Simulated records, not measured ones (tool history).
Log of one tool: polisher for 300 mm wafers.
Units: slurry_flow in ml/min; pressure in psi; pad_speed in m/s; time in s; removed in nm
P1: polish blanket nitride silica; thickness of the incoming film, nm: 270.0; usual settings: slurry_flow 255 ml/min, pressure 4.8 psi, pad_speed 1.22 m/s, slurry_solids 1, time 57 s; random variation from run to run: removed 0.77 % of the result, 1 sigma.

run   hour  slurry_flow  pressure  pad_speed  slurry_solids  time  wafers polished on this pad  hours since the slurry nozzle was cleaned  hours since the head pressure was calibrated  hours since the slurry blender was calibrated  hours since the conditioning disc was replaced  removed
  1   13.1          255       4.8       1.22              1    57                          481                                      182.6                                         171.5                                           70.9                                           256.2   48.076
  2   23.4          255       4.8       1.22              1    57                          612                                      192.9                                         181.8                                           81.2                                           266.5   47.391
  3   40.1          255       4.8       1.22              1    57                          824                                      209.6                                         198.5                                           97.9                                           283.2   48.136
  4   57.8          255       4.8       1.22              1    57                         1049                                      227.3                                         216.2                                          115.6                                           300.9   48.136
      64.9  -- head pressure recalibrated
  5   72.1          255       4.8       1.22              1    57                         1231                                      241.6                                           7.2                                          129.9                                           315.2   47.579
      80.1  -- slurry nozzle cleaned
  6   85.8          255       4.8       1.22              1    57                         1405                                        5.8                                          20.9                                          143.6                                           328.9   48.378
  7  102.1          255       4.8       0.68              1    57                         1612                                       22.1                                          37.2                                          159.9                                           345.2   29.866
  8  111.3          350       4.8       1.22              1    57                         1729                                       31.3                                          46.4                                          169.1                                           354.4   49.068
  9  128.8          255       2.6       1.22              1    57                         1952                                       48.8                                          63.9                                          186.6                                           371.9   25.875
 10  146.4          255       4.8       1.22              1    32                         2176                                       66.4                                          81.5                                          204.2                                           389.5   26.752
     147.3  -- conditioning disc replaced and pad reconditioned
 11  159.9          255       4.8       0.84              1    39                         2347                                       79.9                                            95                                          217.7                                            12.6   24.277
 12  177.1          255       4.8       1.22              1    57                         2566                                       97.1                                         112.2                                          234.9                                            29.8   48.422
 13  192.8          255       4.8       1.22              1    80                         2766                                      112.8                                         127.9                                          250.6                                            45.5   67.717
 14  207.7          255       4.8       1.68              1    57                         2955                                      127.7                                         142.8                                          265.5                                            60.4   62.465
 15  216.3          255       4.8       1.22           1.25    57                         3064                                      136.3                                         151.4                                          274.1                                              69   52.539
 16  232.7          255       6.4       1.22              1    57                         3273                                      152.7                                         167.8                                          290.5                                            85.4   64.093
 17  249.3          155       4.8       1.22              1    57                         3484                                      169.3                                         184.4                                          307.1                                             102   44.322
 18  259.8          255       4.8       1.22           0.55    57                         3617                                      179.8                                         194.9                                          317.6                                           112.5   34.941
 19  277.9          255       4.8       1.22              1    57                         3848                                      197.9                                           213                                          335.7                                           130.6   47.499
 20  290.5          255       4.8       1.22              1    57                         4008                                      210.5                                         225.6                                          348.3                                           143.2   46.189
 21  308.5          255       4.8       1.22              1    57                         4237                                      228.5                                         243.6                                          366.3                                           161.2   44.292
 22  317.8          255       4.8       1.22              1    57                         4355                                      237.8                                         252.9                                          375.6                                           170.5   44.837
 23  330.5          255       4.8       1.22              1    57                         4516                                      250.5                                         265.6                                          388.3                                           183.2   44.534
 24  342.3          255       4.8       1.22              1    57                         4666                                      262.3                                         277.4                                          400.1                                             195   43.756
       352  -- conditioning disc replaced and pad reconditioned
 25  355.6          255       4.8       1.22              1    57                         4835                                      275.6                                         290.7                                          413.4                                             3.6   44.039

The next listed run, before its measurement:
     359.2  -- slurry nozzle cleaned
     360.2  -- head pressure recalibrated
 26  365.4          255       4.8       1.22              1    57                         4960                                        6.2                                           5.3                                          423.2                                            13.4        ?

Run 26 gave removed 43.436 nm.
